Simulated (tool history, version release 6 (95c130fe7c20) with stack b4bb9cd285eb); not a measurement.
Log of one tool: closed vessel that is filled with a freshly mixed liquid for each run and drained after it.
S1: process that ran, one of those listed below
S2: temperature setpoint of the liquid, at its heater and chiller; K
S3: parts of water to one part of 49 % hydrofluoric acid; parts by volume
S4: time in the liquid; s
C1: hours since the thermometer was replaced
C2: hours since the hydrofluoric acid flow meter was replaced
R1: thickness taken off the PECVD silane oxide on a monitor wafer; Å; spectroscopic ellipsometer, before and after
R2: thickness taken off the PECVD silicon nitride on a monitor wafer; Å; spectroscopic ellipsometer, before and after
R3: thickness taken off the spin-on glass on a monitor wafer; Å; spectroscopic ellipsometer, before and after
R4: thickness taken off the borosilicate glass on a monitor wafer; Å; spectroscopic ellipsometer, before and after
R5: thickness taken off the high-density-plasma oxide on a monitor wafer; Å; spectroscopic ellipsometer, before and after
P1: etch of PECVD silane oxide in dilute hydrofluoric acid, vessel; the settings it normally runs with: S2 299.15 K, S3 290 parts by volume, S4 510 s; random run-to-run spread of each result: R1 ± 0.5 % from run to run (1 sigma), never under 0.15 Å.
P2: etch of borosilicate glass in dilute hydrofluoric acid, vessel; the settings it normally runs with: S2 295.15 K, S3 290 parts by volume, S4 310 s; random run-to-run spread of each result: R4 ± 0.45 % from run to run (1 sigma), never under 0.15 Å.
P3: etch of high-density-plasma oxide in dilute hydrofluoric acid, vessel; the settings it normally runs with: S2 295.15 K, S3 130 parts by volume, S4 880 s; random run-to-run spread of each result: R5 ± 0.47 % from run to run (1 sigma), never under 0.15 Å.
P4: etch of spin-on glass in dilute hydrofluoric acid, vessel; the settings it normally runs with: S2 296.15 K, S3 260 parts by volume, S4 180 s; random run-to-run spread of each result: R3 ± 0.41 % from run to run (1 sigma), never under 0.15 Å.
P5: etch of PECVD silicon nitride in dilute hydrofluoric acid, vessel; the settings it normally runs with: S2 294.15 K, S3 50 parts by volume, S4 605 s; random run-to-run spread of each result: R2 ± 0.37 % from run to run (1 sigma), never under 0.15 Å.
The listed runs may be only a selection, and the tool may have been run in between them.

run,day,S1,S2,S3,S4,C1,C2,R1,R2,R3,R4,R5
1,0.304,P1,299.15,290,510,761.5,139.6,405.04,,,,
2,0.558,P1,299.15,290,810,767.6,145.7,644.57,,,,
3,0.783,P1,305.15,290,750,773.0,151.1,730.75,,,,
4,1.038,P5,294.15,50,605,779.1,157.2,,280.70,,,
5,1.296,P4,296.15,445,180,785.3,163.4,,,80.771,,
6,1.462,P2,302.15,290,310,789.3,167.4,,,,373.830,
7,1.750,P5,294.15,50,135,796.2,174.3,,62.28,,,
8,1.967,P1,299.15,290,510,801.4,179.5,400.57,,,,
9,2.250,P5,294.15,50,605,808.2,186.3,,282.46,,,
10,2.417,P3,295.15,130,1385,812.2,190.3,,,,,953.07
11,2.629,P3,295.15,130,880,817.3,195.4,,,,,611.53
12,2.933,P1,299.15,290,510,824.6,202.7,407.52,,,,
13,3.125,P4,296.15,260,305,829.2,207.3,,,279.910,,
14,3.454,P3,302.15,130,880,837.1,215.2,,,,,794.41
15,3.762,P5,302.15,50,605,844.5,222.6,,483.65,,,
16,4.017,P4,296.15,260,180,850.6,228.7,,,164.750,,
17,4.217,P2,295.15,290,310,855.4,233.5,,,,294.730,
18,4.408,P1,299.15,290,150,860.0,238.1,119.88,,,,
19,4.671,P2,295.15,290,75,866.3,244.4,,,,71.052,
20,4.892,P4,296.15,260,180,871.6,249.7,,,165.020,,
21,5.071,P5,294.15,80,605,875.9,254.0,,177.08,,,
22,5.354,P1,299.15,135,510,882.7,260.8,1037.70,,,,
23,5.667,P1,299.15,460,510,890.2,268.3,216.58,,,,
24,5.846,P1,299.15,290,510,894.5,272.6,408.68,,,,
25,6.092,P1,299.15,290,510,900.4,278.5,406.82,,,,
26,6.233,P1,291.65,290,510,903.8,281.9,310.90,,,,
27,6.525,P3,295.15,205,880,910.8,288.9,,,,,353.17
28,6.700,P4,301.65,260,180,915.0,293.1,,,200.250,,
29,7.033,P1,307.15,290,510,923.0,301.1,527.59,,,,
30,7.267,P2,295.15,530,310,928.6,306.7,,,,129.280,
31,7.575,P3,295.15,130,880,936.0,314.1,,,,,605.98
32,7.825,P1,299.15,290,510,942.0,320.1,403.03,,,,
33,8.079,P1,299.15,290,510,948.1,326.2,414.19,,,,
34,8.242,P1,299.15,290,510,952.0,330.1,419.77,,,,
35,8.525,P1,299.15,290,510,958.8,336.9,420.03,,,,
36,8.846,P1,299.15,290,510,966.5,344.6,424.79,,,,
37,9.042,P1,299.15,290,510,971.2,349.3,427.17,,,,
38,9.292,P1,299.15,290,510,977.2,355.3,424.49,,,,

The output of P1 has drifted from where it used to be. Each of the 2 causes below, taken at the size shown beside it, accounts for the log equally well:
A: liquid hotter than its thermometer reads (K) = 1.41
B: hydrofluoric acid flow above the setpoint (%) = 3.74
The process output started creeping at around day 7.825.

Below are 4 check runs, each on a single wafer, with their results shown as question marks. Which of them would tell the listed causes apart, meaning the causes would give clearly different results under it?
check 1,9.542,P2,295.15,520,310,,,,,,?,
check 2,9.542,P3,295.15,185,880,,,,,,,?
check 3,9.542,P4,296.15,440,180,,,,,?,,
check 4,9.542,P5,300.65,80,605,,,,?,,,

What each check would give under each cause:
check,result,if A,if B
check 1,R4,139.990,141.000
check 2,R5,424.48,420.40
check 3,R3,86.672,87.084
check 4,R2,299.21,283.40
Separation of the two closest causes in each check, using whichever result separates them best: check 1 0.72 %; check 2 0.97 %; check 3 0.48 %; check 4 5.43 %
Check 4 is the one run that separates the causes; every other check would come out nearly the same whichever cause is at work.

Check 4 has now been run. It gave: R2 284.88 Å. Which of the candidate causes is it?

Of the candidate causes, it is B: hydrofluoric acid flow above the setpoint (%).

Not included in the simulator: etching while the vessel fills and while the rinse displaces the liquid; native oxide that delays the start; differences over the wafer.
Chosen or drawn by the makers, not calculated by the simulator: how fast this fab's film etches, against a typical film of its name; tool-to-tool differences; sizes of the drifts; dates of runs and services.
